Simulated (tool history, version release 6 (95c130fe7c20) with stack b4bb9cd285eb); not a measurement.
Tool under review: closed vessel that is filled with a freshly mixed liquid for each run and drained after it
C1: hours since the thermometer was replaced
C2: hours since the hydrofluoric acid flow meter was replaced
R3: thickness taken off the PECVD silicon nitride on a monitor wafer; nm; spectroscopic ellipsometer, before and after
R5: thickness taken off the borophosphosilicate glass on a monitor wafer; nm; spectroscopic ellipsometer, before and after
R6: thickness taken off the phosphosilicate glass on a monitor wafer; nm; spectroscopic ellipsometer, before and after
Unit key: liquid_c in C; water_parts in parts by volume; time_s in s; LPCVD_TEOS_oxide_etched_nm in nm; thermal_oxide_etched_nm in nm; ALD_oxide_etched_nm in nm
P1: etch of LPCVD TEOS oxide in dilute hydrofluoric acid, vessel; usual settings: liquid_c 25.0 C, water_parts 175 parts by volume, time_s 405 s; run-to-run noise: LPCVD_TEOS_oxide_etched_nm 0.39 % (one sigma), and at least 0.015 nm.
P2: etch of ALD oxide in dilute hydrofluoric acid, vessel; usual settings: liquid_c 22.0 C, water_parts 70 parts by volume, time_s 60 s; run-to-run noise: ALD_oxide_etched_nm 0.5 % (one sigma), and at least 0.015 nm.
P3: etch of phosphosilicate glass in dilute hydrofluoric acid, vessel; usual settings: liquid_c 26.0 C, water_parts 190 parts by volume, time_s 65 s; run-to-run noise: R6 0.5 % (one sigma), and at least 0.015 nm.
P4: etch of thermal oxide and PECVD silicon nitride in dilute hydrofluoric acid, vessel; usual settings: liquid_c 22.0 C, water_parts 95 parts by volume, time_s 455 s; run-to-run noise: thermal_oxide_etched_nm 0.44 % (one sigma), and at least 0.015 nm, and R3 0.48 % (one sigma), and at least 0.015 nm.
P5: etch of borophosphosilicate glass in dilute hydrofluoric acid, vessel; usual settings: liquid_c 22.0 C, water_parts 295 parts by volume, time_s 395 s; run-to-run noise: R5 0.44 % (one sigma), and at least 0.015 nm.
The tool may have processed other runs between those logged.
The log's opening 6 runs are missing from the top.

Run 7, hour 87.4: process P3, liquid_c 30.0 C, water_parts 190 parts by volume, time_s 65 s; C1 482.1; C2 635.3. Result: R6 44.827 nm.
Run 8, hour 99.8: process P2, liquid_c 28.0 C, water_parts 70 parts by volume, time_s 60 s; C1 494.5; C2 647.7. Result: ALD_oxide_etched_nm 27.132 nm.
Run 9, hour 115.6: process P4, liquid_c 17.0 C, water_parts 95 parts by volume, time_s 455 s; C1 510.3; C2 663.5. Result: thermal_oxide_etched_nm 16.6080 nm, R3 12.1720 nm.
Run 10, hour 129.0: process P2, liquid_c 22.0 C, water_parts 70 parts by volume, time_s 30 s; C1 523.7; C2 676.9. Result: ALD_oxide_etched_nm 10.749 nm.
Run 11, hour 141.9: process P1, liquid_c 25.0 C, water_parts 305 parts by volume, time_s 405 s; C1 536.6; C2 689.8. Result: LPCVD_TEOS_oxide_etched_nm 25.2590 nm.
Run 12, hour 158.0: process P1, liquid_c 25.0 C, water_parts 105 parts by volume, time_s 405 s; C1 552.7; C2 705.9. Result: LPCVD_TEOS_oxide_etched_nm 91.7130 nm.
Run 13, hour 176.0: process P2, liquid_c 22.0 C, water_parts 70 parts by volume, time_s 60 s; C1 570.7; C2 723.9. Result: ALD_oxide_etched_nm 21.546 nm.
Run 14, hour 190.6: process P1, liquid_c 20.5 C, water_parts 175 parts by volume, time_s 225 s; C1 585.3; C2 738.5. Result: LPCVD_TEOS_oxide_etched_nm 23.7120 nm.
Run 15, hour 208.1: process P1, liquid_c 25.0 C, water_parts 175 parts by volume, time_s 405 s; C1 602.8; C2 756.0. Result: LPCVD_TEOS_oxide_etched_nm 50.7440 nm.
Run 16, hour 219.1: process P1, liquid_c 25.0 C, water_parts 175 parts by volume, time_s 695 s; C1 613.8; C2 767.0. Result: LPCVD_TEOS_oxide_etched_nm 87.0210 nm.
Run 17, hour 232.4: process P3, liquid_c 26.0 C, water_parts 320 parts by volume, time_s 65 s; C1 627.1; C2 780.3. Result: R6 20.077 nm.
Run 18, hour 247.8: process P1, liquid_c 25.0 C, water_parts 175 parts by volume, time_s 405 s; C1 642.5; C2 795.7. Result: LPCVD_TEOS_oxide_etched_nm 50.5090 nm.
Run 19, hour 263.7: process P5, liquid_c 17.0 C, water_parts 295 parts by volume, time_s 395 s; C1 658.4; C2 811.6. Result: R5 46.3460 nm.
Run 20, hour 281.5: process P5, liquid_c 22.0 C, water_parts 455 parts by volume, time_s 395 s; C1 676.2; C2 829.4. Result: R5 31.4970 nm.
Run 21, hour 293.3: process P3, liquid_c 26.0 C, water_parts 190 parts by volume, time_s 115 s; C1 688.0; C2 841.2. Result: R6 68.663 nm.
Run 22, hour 301.3: process P3, liquid_c 26.0 C, water_parts 190 parts by volume, time_s 65 s; C1 696.0; C2 849.2. Result: R6 38.455 nm.
Run 23, hour 314.9: process P1, liquid_c 25.0 C, water_parts 175 parts by volume, time_s 65 s; C1 709.6; C2 862.8. Result: LPCVD_TEOS_oxide_etched_nm 8.1378 nm.
Run 24, hour 330.1: process P4, liquid_c 22.0 C, water_parts 95 parts by volume, time_s 40 s; C1 724.8; C2 878.0. Result: thermal_oxide_etched_nm 1.7955 nm, R3 1.5106 nm.
Run 25, hour 339.1: process P5, liquid_c 22.0 C, water_parts 295 parts by volume, time_s 395 s; C1 733.8; C2 887.0. Result: R5 55.8520 nm.

For run 26, what comes out?
At hour 350.0: thermometer replaced.
Run 26, hour 353.4: process P5, liquid_c 22.0 C, water_parts 295 parts by volume, time_s 395 s; C1 3.4; C2 901.3. Result: R5 ?.

{"run 26": {"R5": 55.515}}
